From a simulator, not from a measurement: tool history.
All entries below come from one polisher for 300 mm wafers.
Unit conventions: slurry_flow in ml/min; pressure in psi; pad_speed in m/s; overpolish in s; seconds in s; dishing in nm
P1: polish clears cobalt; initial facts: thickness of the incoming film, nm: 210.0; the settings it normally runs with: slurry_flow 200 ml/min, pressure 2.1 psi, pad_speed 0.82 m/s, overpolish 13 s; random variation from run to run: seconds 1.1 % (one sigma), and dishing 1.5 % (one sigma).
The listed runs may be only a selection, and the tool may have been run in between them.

run	hour	slurry_flow	pressure	pad_speed	overpolish	wafers polished on this pad	hours since the slurry nozzle was cleaned	hours since the head pressure was calibrated	seconds	dishing
1	16.1	200	2.1	0.82	13	636	391.9	381.1	43.519	38.164
2	34.6	200	2.1	0.82	25	803	410.4	399.6	43.72	50.966
3	49.8	200	2.1	0.82	13	940	425.6	414.8	43.559	38.448
4	65.9	200	3.3	0.82	13	1085	441.7	430.9	27.536	46.652
5	76.5	200	2.1	0.82	13	1181	452.3	441.5	43.767	39.033
# hour 83.5: head pressure recalibrated
6	88.7	200	1.3	0.82	13	1291	464.5	5.3	71.545	28.751
7	105.7	200	1.5	0.64	13	1444	481.5	22.3	80.422	26.824
8	116.1	200	2.1	0.82	4	1538	491.9	32.7	42.67	16.779
9	134.3	120	2.1	0.82	13	1702	510.1	50.9	47.555	36.648
10	146.8	200	2.1	0.82	13	1815	522.6	63.4	42.442	38.457
11	156.1	200	2.1	0.82	13	1898	531.9	72.7	43.113	37.956
12	167	200	2.1	1.12	13	1997	542.8	83.6	31.769	44.54
13	175.9	260	2.1	0.82	13	2077	551.7	92.5	42.328	39.051
14	185.2	200	2.1	0.62	13	2161	561	101.8	57.774	32.476
15	203.5	200	2.1	0.82	13	2326	579.3	120.1	43.444	38.43
16	217.9	200	2.1	0.82	13	2456	593.7	134.5	44.2	38.565
17	235.6	200	2.1	0.82	13	2615	611.4	152.2	45.203	37.142
18	245.4	200	2.1	0.82	13	2704	621.2	162	46.277	37.161
# hour 261.6: head pressure recalibrated
19	263.9	200	2.1	0.82	13	2871	639.7	2.4	47.166	36.526
20	274.1	200	2.1	0.82	13	2963	649.9	12.6	47.927	36.163
21	283.5	200	2.1	0.82	13	3047	659.3	22	47.432	35.991
22	293.2	200	2.1	0.82	13	3135	669	31.7	46.829	37.255
23	305.7	200	2.1	0.82	13	3248	681.5	44.2	47.748	38.342
24	314.4	200	2.1	0.82	13	3326	690.2	52.9	47.716	37.586
25	325.4	200	2.1	0.82	13	3425	701.2	63.9	47.12	37.369

What P1 gives has crept away from where it was. These 2 causes fit the log equally well, each at the size given:
A: removal rate lost through wear of the pad, % = 7.52
B: slurry flow missing at the pad, % = 37.8
At approximately hour 203.5, the process output began to creep.
All other causes, with the reason each is excluded:
head's pressure below its setpoint, %: serviced after onset, at hour 261.6, with no recovery of the prior output

Of the 4 check runs below, each run on 5 wafers with the results averaged and each result still a question mark, which one would tell the listed causes apart?
check 1	336.4	200	2.1	1	13				?	?
check 2	336.4	200	2.1	0.82	24				?	?
check 3	336.4	125	2.1	0.82	5				?	?
check 4	336.4	200	2.1	0.82	4				?	?

What every check run would give for each of its results, assuming each possible cause in turn:
check	result	if A	if B
check 1	seconds	38.664	38.664
check 1	dishing	41.142	41.142
check 2	seconds	47.151	47.151
check 2	dishing	49.245	49.245
check 3	seconds	50.935	53.083
check 3	dishing	17.523	16.929
check 4	seconds	47.151	47.151
check 4	dishing	15.494	15.494
Gap, in per cent, between the two causes that each check separates least, read from the result that separates them most: check 1 0 %; check 2 0 %; check 3 4.13 %; check 4 0 %
The causes can be told apart only by check 3. The other checks would give nearly the same results under each of them.

Check 3 has now been run. It gave: seconds 50.501 s; dishing 17.445 nm. Which of the candidate causes is it?

It is A: removal rate lost through wear of the pad, %.
